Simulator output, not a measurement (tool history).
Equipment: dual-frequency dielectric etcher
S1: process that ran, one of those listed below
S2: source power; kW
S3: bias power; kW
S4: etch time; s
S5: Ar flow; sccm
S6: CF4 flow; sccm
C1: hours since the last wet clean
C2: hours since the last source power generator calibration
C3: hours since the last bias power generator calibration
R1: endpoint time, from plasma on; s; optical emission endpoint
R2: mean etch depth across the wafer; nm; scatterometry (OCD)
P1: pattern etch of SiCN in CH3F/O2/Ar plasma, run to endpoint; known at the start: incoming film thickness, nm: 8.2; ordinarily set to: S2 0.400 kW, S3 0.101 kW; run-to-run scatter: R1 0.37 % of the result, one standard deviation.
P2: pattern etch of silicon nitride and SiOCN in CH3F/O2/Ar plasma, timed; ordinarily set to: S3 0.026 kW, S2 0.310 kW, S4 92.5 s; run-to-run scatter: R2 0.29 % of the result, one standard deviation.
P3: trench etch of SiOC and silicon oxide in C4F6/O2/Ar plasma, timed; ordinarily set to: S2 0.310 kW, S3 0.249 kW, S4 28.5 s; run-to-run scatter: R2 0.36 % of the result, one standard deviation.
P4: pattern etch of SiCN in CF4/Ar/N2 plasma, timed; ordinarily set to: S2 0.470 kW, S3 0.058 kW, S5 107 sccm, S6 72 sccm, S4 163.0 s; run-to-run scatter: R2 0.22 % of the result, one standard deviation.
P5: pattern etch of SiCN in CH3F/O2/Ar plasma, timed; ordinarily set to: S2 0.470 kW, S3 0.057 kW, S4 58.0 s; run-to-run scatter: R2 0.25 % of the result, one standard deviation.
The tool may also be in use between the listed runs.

{"run": 1, "hour": 13.3, "S1": "P1", "S2": 0.4, "S3": 0.101, "C1": 273.0, "C2": 2165.3, "C3": 2122.3, "R1": 19.608}
{"run": 2, "hour": 24.0, "S1": "P1", "S2": 0.27, "S3": 0.127, "C1": 283.7, "C2": 2176.0, "C3": 2133.0, "R1": 20.833}
{"run": 3, "hour": 32.5, "S1": "P1", "S2": 0.29, "S3": 0.101, "C1": 292.2, "C2": 2184.5, "C3": 2141.5, "R1": 22.146}
{"run": 4, "hour": 43.5, "S1": "P2", "S2": 0.31, "S3": 0.026, "S4": 92.5, "C1": 303.2, "C2": 2195.5, "C3": 2152.5, "R2": 12.116}
{"run": 5, "hour": 55.4, "S1": "P1", "S2": 0.4, "S3": 0.101, "C1": 315.1, "C2": 2207.4, "C3": 2164.4, "R1": 19.672}
{"run": 6, "hour": 67.2, "S1": "P2", "S2": 0.24, "S3": 0.026, "S4": 92.5, "C1": 326.9, "C2": 2219.2, "C3": 2176.2, "R2": 11.092}
{"run": 7, "hour": 77.2, "S1": "P4", "S2": 0.47, "S3": 0.058, "S4": 163.0, "S5": 84, "S6": 72, "C1": 336.9, "C2": 2229.2, "C3": 2186.2, "R2": 142.19}
{"run": 8, "hour": 88.4, "S1": "P1", "S2": 0.4, "S3": 0.121, "C1": 348.1, "C2": 2240.4, "C3": 2197.4, "R1": 18.383}
{"run": 9, "hour": 97.8, "S1": "P5", "S2": 0.47, "S3": 0.057, "S4": 38.0, "C1": 357.5, "C2": 2249.8, "C3": 2206.8, "R2": 14.075}
{"run": 10, "hour": 109.4, "S1": "P4", "S2": 0.62, "S3": 0.058, "S4": 163.0, "S5": 107, "S6": 72, "C1": 369.1, "C2": 2261.4, "C3": 2218.4, "R2": 175.66}
{"hour": 111.3, "done": "wet clean of the chamber"}
{"run": 11, "hour": 122.9, "S1": "P4", "S2": 0.47, "S3": 0.072, "S4": 163.0, "S5": 107, "S6": 72, "C1": 11.6, "C2": 2274.9, "C3": 2231.9, "R2": 147.98}
{"run": 12, "hour": 134.6, "S1": "P3", "S2": 0.31, "S3": 0.312, "S4": 28.5, "C1": 23.3, "C2": 2286.6, "C3": 2243.6, "R2": 63.03}
{"run": 13, "hour": 140.9, "S1": "P4", "S2": 0.47, "S3": 0.058, "S4": 163.0, "S5": 107, "S6": 53, "C1": 29.6, "C2": 2292.9, "C3": 2249.9, "R2": 130.41}
{"run": 14, "hour": 148.0, "S1": "P1", "S2": 0.4, "S3": 0.082, "C1": 36.7, "C2": 2300.0, "C3": 2257.0, "R1": 21.33}
{"run": 15, "hour": 157.7, "S1": "P1", "S2": 0.4, "S3": 0.101, "C1": 46.4, "C2": 2309.7, "C3": 2266.7, "R1": 19.724}
{"hour": 158.7, "done": "bias power generator calibrated"}
{"run": 16, "hour": 166.7, "S1": "P1", "S2": 0.4, "S3": 0.101, "C1": 55.4, "C2": 2318.7, "C3": 8.1, "R1": 19.72}
{"run": 17, "hour": 179.9, "S1": "P2", "S2": 0.31, "S3": 0.031, "S4": 92.5, "C1": 68.6, "C2": 2331.9, "C3": 21.3, "R2": 13.14}
{"run": 18, "hour": 186.9, "S1": "P2", "S2": 0.31, "S3": 0.026, "S4": 92.5, "C1": 75.6, "C2": 2338.9, "C3": 28.3, "R2": 12.06}
{"run": 19, "hour": 198.5, "S1": "P5", "S2": 0.47, "S3": 0.076, "S4": 58.0, "C1": 87.2, "C2": 2350.5, "C3": 39.9, "R2": 23.823}
{"run": 20, "hour": 205.3, "S1": "P3", "S2": 0.43, "S3": 0.249, "S4": 28.5, "C1": 94.0, "C2": 2357.3, "C3": 46.7, "R2": 66.17}
{"run": 21, "hour": 213.6, "S1": "P4", "S2": 0.47, "S3": 0.058, "S4": 126.5, "S5": 107, "S6": 72, "C1": 102.3, "C2": 2365.6, "C3": 55.0, "R2": 106.31}
{"run": 22, "hour": 227.9, "S1": "P1", "S2": 0.4, "S3": 0.101, "C1": 116.6, "C2": 2379.9, "C3": 69.3, "R1": 19.666}
{"run": 23, "hour": 239.1, "S1": "P2", "S2": 0.31, "S3": 0.026, "S4": 57.5, "C1": 127.8, "C2": 2391.1, "C3": 80.5, "R2": 7.5606}
{"run": 24, "hour": 247.5, "S1": "P1", "S2": 0.51, "S3": 0.101, "C1": 136.2, "C2": 2399.5, "C3": 88.9, "R1": 17.942}
{"run": 25, "hour": 256.4, "S1": "P5", "S2": 0.47, "S3": 0.057, "S4": 58.0, "C1": 145.1, "C2": 2408.4, "C3": 97.8, "R2": 21.479}
{"run": 26, "hour": 268.0, "S1": "P5", "S2": 0.47, "S3": 0.057, "S4": 58.0, "C1": 156.7, "C2": 2420.0, "C3": 109.4, "R2": 21.487}
{"run": 27, "hour": 282.2, "S1": "P3", "S2": 0.31, "S3": 0.249, "S4": 41.5, "C1": 170.9, "C2": 2434.2, "C3": 123.6, "R2": 84.937}
{"run": 28, "hour": 291.4, "S1": "P4", "S2": 0.47, "S3": 0.058, "S4": 163.0, "S5": 107, "S6": 72, "C1": 180.1, "C2": 2443.4, "C3": 132.8, "R2": 137.47}
{"run": 29, "hour": 300.6, "S1": "P3", "S2": 0.31, "S3": 0.249, "S4": 28.5, "C1": 189.3, "C2": 2452.6, "C3": 142.0, "R2": 58.131}
{"run": 30, "hour": 312.6, "S1": "P5", "S2": 0.36, "S3": 0.057, "S4": 58.0, "C1": 201.3, "C2": 2464.6, "C3": 154.0, "R2": 19.417}
{"run": 31, "hour": 318.9, "S1": "P1", "S2": 0.4, "S3": 0.101, "C1": 207.6, "C2": 2470.9, "C3": 160.3, "R1": 19.477}
{"run": 32, "hour": 328.9, "S1": "P1", "S2": 0.4, "S3": 0.101, "C1": 217.6, "C2": 2480.9, "C3": 170.3, "R1": 19.798}
{"run": 33, "hour": 335.9, "S1": "P1", "S2": 0.4, "S3": 0.101, "C1": 224.6, "C2": 2487.9, "C3": 177.3, "R1": 19.837}
{"run": 34, "hour": 347.9, "S1": "P1", "S2": 0.4, "S3": 0.101, "C1": 236.6, "C2": 2499.9, "C3": 189.3, "R1": 19.964}
{"run": 35, "hour": 361.8, "S1": "P1", "S2": 0.4, "S3": 0.101, "C1": 250.5, "C2": 2513.8, "C3": 203.2, "R1": 20.011}
{"run": 36, "hour": 372.3, "S1": "P1", "S2": 0.4, "S3": 0.101, "C1": 261.0, "C2": 2524.3, "C3": 213.7, "R1": 20.085}
{"run": 37, "hour": 381.0, "S1": "P1", "S2": 0.4, "S3": 0.101, "C1": 269.7, "C2": 2533.0, "C3": 222.4, "R1": 20.041}
{"run": 38, "hour": 387.7, "S1": "P1", "S2": 0.4, "S3": 0.101, "C1": 276.4, "C2": 2539.7, "C3": 229.1, "R1": 20.019}
{"hour": 389.1, "done": "wet clean of the chamber"}
{"run": 39, "hour": 398.6, "S1": "P1", "S2": 0.4, "S3": 0.101, "C1": 9.6, "C2": 2550.6, "C3": 240.0, "R1": 19.962}
{"run": 40, "hour": 407.6, "S1": "P1", "S2": 0.4, "S3": 0.101, "C1": 18.6, "C2": 2559.6, "C3": 249.0, "R1": 20.063}
{"run": 41, "hour": 415.0, "S1": "P1", "S2": 0.4, "S3": 0.101, "C1": 26.0, "C2": 2567.0, "C3": 256.4, "R1": 19.936}

The log shows P1 creeping away from where it was. Any of the 2 causes listed here, at the size stated for it, fits the log just as well as the others:
A: bias power that arrives under what is set, % = 4.82
B: source power that arrives under what is set, % = 4.92
Onset of the creep was near hour 318.9.
All other causes, with the reason each is excluded:
chamber walls in a state that lowers the etch rate, %: work on it at hour 389.1, done after the drift set in, did not restore what the process gave before

Each of the 4 check runs below uses one wafer; its results are left as question marks. Which run tells the causes apart?
{"run": "check 1", "hour": 422.4, "S1": "P4", "S2": 0.47, "S3": 0.058, "S4": 163.0, "S5": 107, "S6": 72, "R2": "?"}
{"run": "check 2", "hour": 422.4, "S1": "P3", "S2": 0.31, "S3": 0.249, "S4": 28.5, "R2": "?"}
{"run": "check 3", "hour": 422.4, "S1": "P5", "S2": 0.47, "S3": 0.057, "S4": 58.0, "R2": "?"}
{"run": "check 4", "hour": 422.4, "S1": "P2", "S2": 0.31, "S3": 0.026, "S4": 92.5, "R2": "?"}

Predicted outcomes, by check and by cause:
check=check_1 result=R2 if_A=135.0700 if_B=131.3000
check=check_2 result=R2 if_A=57.3680 if_B=57.2380
check=check_3 result=R2 if_A=21.1670 if_B=21.1010
check=check_4 result=R2 if_A=11.8320 if_B=11.9000
Separation of the two closest causes in each check, using whichever result separates them best: check 1 2.83 %; check 2 0.23 %; check 3 0.31 %; check 4 0.58 %
The causes can be told apart only by check 1. The other checks would give nearly the same results under each of them.

The results of check 1 are: R2 131.3400 nm. Based on these, which of the listed causes is it?

The cause is B: source power that arrives under what is set, %.

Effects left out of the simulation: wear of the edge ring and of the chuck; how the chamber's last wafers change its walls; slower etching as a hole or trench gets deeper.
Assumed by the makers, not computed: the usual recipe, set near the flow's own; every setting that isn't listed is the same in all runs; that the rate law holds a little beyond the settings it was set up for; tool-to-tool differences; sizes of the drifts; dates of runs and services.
